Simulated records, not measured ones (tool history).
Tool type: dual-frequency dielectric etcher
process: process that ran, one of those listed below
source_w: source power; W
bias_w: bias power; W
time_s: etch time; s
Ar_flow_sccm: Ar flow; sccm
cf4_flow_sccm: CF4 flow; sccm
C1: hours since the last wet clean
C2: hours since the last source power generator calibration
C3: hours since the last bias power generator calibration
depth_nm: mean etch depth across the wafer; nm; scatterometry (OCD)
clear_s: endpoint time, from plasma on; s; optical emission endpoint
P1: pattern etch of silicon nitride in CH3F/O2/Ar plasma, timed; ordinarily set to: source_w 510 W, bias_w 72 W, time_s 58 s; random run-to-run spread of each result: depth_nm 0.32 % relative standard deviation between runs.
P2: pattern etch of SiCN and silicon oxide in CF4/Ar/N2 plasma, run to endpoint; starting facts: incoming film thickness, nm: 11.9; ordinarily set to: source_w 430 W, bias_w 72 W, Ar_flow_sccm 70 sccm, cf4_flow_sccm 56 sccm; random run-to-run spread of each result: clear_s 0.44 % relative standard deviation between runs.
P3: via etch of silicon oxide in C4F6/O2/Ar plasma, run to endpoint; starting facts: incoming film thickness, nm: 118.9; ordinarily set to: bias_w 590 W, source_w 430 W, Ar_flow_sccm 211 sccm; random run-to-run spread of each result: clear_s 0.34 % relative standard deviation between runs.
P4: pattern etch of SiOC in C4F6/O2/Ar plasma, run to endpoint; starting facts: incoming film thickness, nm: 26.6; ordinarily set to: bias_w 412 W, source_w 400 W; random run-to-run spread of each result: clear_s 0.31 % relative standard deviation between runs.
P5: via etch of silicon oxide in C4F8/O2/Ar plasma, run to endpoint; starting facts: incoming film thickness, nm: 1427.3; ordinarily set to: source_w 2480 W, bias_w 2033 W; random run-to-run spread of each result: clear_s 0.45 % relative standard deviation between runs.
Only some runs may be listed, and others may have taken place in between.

Run 1, hour 6: process P1, source_w 510 W, bias_w 72 W, time_s 58 s; C1 249; C2 1249.7; C3 1680.9. Result: depth_nm 45.025 nm.
Run 2, hour 11.9: process P1, source_w 620 W, bias_w 72 W, time_s 58 s; C1 254.9; C2 1255.6; C3 1686.8. Result: depth_nm 48.124 nm.
Run 3, hour 17.8: process P4, source_w 400 W, bias_w 412 W; C1 260.8; C2 1261.5; C3 1692.7. Result: clear_s 9.5645 s.
Run 4, hour 23.1: process P3, source_w 320 W, bias_w 590 W, Ar_flow_sccm 211 sccm; C1 266.1; C2 1266.8; C3 1698. Result: clear_s 25.039 s.
Run 5, hour 27.8: process P5, source_w 2480 W, bias_w 2033 W; C1 270.8; C2 1271.5; C3 1702.7. Result: clear_s 262.75 s.
Run 6, hour 35.1: process P1, source_w 510 W, bias_w 72 W, time_s 58 s; C1 278.1; C2 1278.8; C3 1710. Result: depth_nm 44.787 nm.
Run 7, hour 41.8: process P2, source_w 430 W, bias_w 72 W, Ar_flow_sccm 70 sccm, cf4_flow_sccm 66 sccm; C1 284.8; C2 1285.5; C3 1716.7. Result: clear_s 13.558 s.
Run 8, hour 47: process P2, source_w 430 W, bias_w 72 W, Ar_flow_sccm 70 sccm, cf4_flow_sccm 56 sccm; C1 290; C2 1290.7; C3 1721.9. Result: clear_s 13.957 s.
Run 9, hour 52.3: process P1, source_w 510 W, bias_w 72 W, time_s 58 s; C1 295.3; C2 1296; C3 1727.2. Result: depth_nm 44.826 nm.
Run 10, hour 56.4: process P4, source_w 550 W, bias_w 412 W; C1 299.4; C2 1300.1; C3 1731.3. Result: clear_s 8.3929 s.
Run 11, hour 64.6: process P1, source_w 340 W, bias_w 72 W, time_s 58 s; C1 307.6; C2 1308.3; C3 1739.5. Result: depth_nm 38.527 nm.
Run 12, hour 72.1: process P3, source_w 430 W, bias_w 590 W, Ar_flow_sccm 297 sccm; C1 315.1; C2 1315.8; C3 1747. Result: clear_s 23.228 s.
Run 13, hour 80.4: process P3, source_w 430 W, bias_w 590 W, Ar_flow_sccm 211 sccm; C1 323.4; C2 1324.1; C3 1755.3. Result: clear_s 22.375 s.
Run 14, hour 88.6: process P1, source_w 510 W, bias_w 72 W, time_s 58 s; C1 331.6; C2 1332.3; C3 1763.5. Result: depth_nm 44.755 nm.
Run 15, hour 95.6: process P3, source_w 430 W, bias_w 402 W, Ar_flow_sccm 211 sccm; C1 338.6; C2 1339.3; C3 1770.5. Result: clear_s 25.849 s.
Run 16, hour 100.9: process P1, source_w 510 W, bias_w 72 W, time_s 84 s; C1 343.9; C2 1344.6; C3 1775.8. Result: depth_nm 65.364 nm.
Run 17, hour 107.2: process P2, source_w 430 W, bias_w 54 W, Ar_flow_sccm 70 sccm, cf4_flow_sccm 56 sccm; C1 350.2; C2 1350.9; C3 1782.1. Result: clear_s 15.212 s.
Run 18, hour 111.2: process P1, source_w 510 W, bias_w 72 W, time_s 39.5 s; C1 354.2; C2 1354.9; C3 1786.1. Result: depth_nm 30.691 nm.
Run 19, hour 117.2: process P5, source_w 2480 W, bias_w 2033 W; C1 360.2; C2 1360.9; C3 1792.1. Result: clear_s 261.56 s.
Run 20, hour 124.2: process P1, source_w 510 W, bias_w 95 W, time_s 58 s; C1 367.2; C2 1367.9; C3 1799.1. Result: depth_nm 49.688 nm.
Run 21, hour 129.2: process P1, source_w 340 W, bias_w 72 W, time_s 33.5 s; C1 372.2; C2 1372.9; C3 1804.1. Result: depth_nm 22.179 nm.
At hour 130.2: bias power generator calibrated.
Run 22, hour 135.9: process P2, source_w 430 W, bias_w 72 W, Ar_flow_sccm 70 sccm, cf4_flow_sccm 56 sccm; C1 378.9; C2 1379.6; C3 5.7. Result: clear_s 13.746 s.
Run 23, hour 140.9: process P1, source_w 510 W, bias_w 53 W, time_s 58 s; C1 383.9; C2 1384.6; C3 10.7. Result: depth_nm 40.664 nm.
Run 24, hour 147.1: process P1, source_w 510 W, bias_w 72 W, time_s 58 s; C1 390.1; C2 1390.8; C3 16.9. Result: depth_nm 44.878 nm.
Run 25, hour 151.5: process P1, source_w 510 W, bias_w 72 W, time_s 58 s; C1 394.5; C2 1395.2; C3 21.3. Result: depth_nm 44.856 nm.
Run 26, hour 155.7: process P2, source_w 560 W, bias_w 72 W, Ar_flow_sccm 70 sccm, cf4_flow_sccm 56 sccm; C1 398.7; C2 1399.4; C3 25.5. Result: clear_s 11.014 s.
Run 27, hour 161.6: process P5, source_w 2480 W, bias_w 2847 W; C1 404.6; C2 1405.3; C3 31.4. Result: clear_s 236.57 s.
Run 28, hour 168.2: process P2, source_w 430 W, bias_w 72 W, Ar_flow_sccm 96 sccm, cf4_flow_sccm 56 sccm; C1 411.2; C2 1411.9; C3 38. Result: clear_s 14.505 s.
Run 29, hour 176.6: process P4, source_w 400 W, bias_w 529 W; C1 419.6; C2 1420.3; C3 46.4. Result: clear_s 8.6746 s.
Run 30, hour 185.2: process P5, source_w 1520 W, bias_w 2033 W; C1 428.2; C2 1428.9; C3 55. Result: clear_s 317.99 s.
Run 31, hour 191.1: process P1, source_w 510 W, bias_w 72 W, time_s 58 s; C1 434.1; C2 1434.8; C3 60.9. Result: depth_nm 44.873 nm.
Run 32, hour 194.9: process P1, source_w 510 W, bias_w 72 W, time_s 58 s; C1 437.9; C2 1438.6; C3 64.7. Result: depth_nm 44.724 nm.
Run 33, hour 200.9: process P1, source_w 510 W, bias_w 72 W, time_s 58 s; C1 443.9; C2 1444.6; C3 70.7. Result: depth_nm 44.791 nm.
Run 34, hour 204.6: process P1, source_w 510 W, bias_w 72 W, time_s 58 s; C1 447.6; C2 1448.3; C3 74.4. Result: depth_nm 44.302 nm.
Run 35, hour 210.9: process P1, source_w 510 W, bias_w 72 W, time_s 58 s; C1 453.9; C2 1454.6; C3 80.7. Result: depth_nm 44.328 nm.
At hour 217.4: wet clean of the chamber.
Run 36, hour 219.5: process P1, source_w 510 W, bias_w 72 W, time_s 58 s; C1 2.1; C2 1463.2; C3 89.3. Result: depth_nm 44.154 nm.
Run 37, hour 223.8: process P1, source_w 510 W, bias_w 72 W, time_s 58 s; C1 6.4; C2 1467.5; C3 93.6. Result: depth_nm 43.937 nm.
Run 38, hour 228.6: process P1, source_w 510 W, bias_w 72 W, time_s 58 s; C1 11.2; C2 1472.3; C3 98.4. Result: depth_nm 44.126 nm.
Run 39, hour 232.8: process P1, source_w 510 W, bias_w 72 W, time_s 58 s; C1 15.4; C2 1476.5; C3 102.6. Result: depth_nm 44.286 nm.
Run 40, hour 237.9: process P1, source_w 510 W, bias_w 72 W, time_s 58 s; C1 20.5; C2 1481.6; C3 107.7. Result: depth_nm 44.216 nm.
Run 41, hour 242.2: process P1, source_w 510 W, bias_w 72 W, time_s 58 s; C1 24.8; C2 1485.9; C3 112. Result: depth_nm 44.284 nm.

P1 no longer gives what it gave before; its output has crept away from where it was. The following 2 causes, each at its listed size, fit the log equally well:
A: source power that arrives under what is set, % = 4.07
B: bias power that arrives under what is set, % = 4.63
Onset of the creep was near hour 191.1.
Each remaining cause and why it is not a fit:
chamber walls in a state that lowers the etch rate, %: serviced at hour 217.4, after the drift had started, without restoring the earlier output

Below are 4 check runs, each averaged over 3 wafers, with their results shown as question marks. Which of them would give clearly different results depending on which cause is behind the drift?
Run check 1, hour 246.5: process P4, source_w 530 W, bias_w 521 W. Result: clear_s ?.
Run check 2, hour 246.5: process P2, source_w 430 W, bias_w 72 W, Ar_flow_sccm 90 sccm, cf4_flow_sccm 56 sccm. Result: clear_s ?.
Run check 3, hour 246.5: process P5, source_w 2090 W, bias_w 2735 W. Result: clear_s ?.
Run check 4, hour 246.5: process P3, source_w 430 W, bias_w 402 W, Ar_flow_sccm 211 sccm. Result: clear_s ?.

Outcome of each check run for each possible cause:
  check   result    if A    if B
check 1  clear_s  7.9885  8.0056
check 2  clear_s  14.954  14.653
check 3  clear_s  260.73  260.22
check 4  clear_s  26.205  26.245
Gap, in per cent, between the two causes that each check separates least, read from the result that separates them most: check 1 0.21 %; check 2 2.03 %; check 3 0.19 %; check 4 0.15 %
Only check 2 tells the causes apart: in the others they would give nearly the same result.

After running check 2, the following was obtained: clear_s 14.972 s. Which cause does this point to?

Of the candidate causes, it is A: source power that arrives under what is set, %.
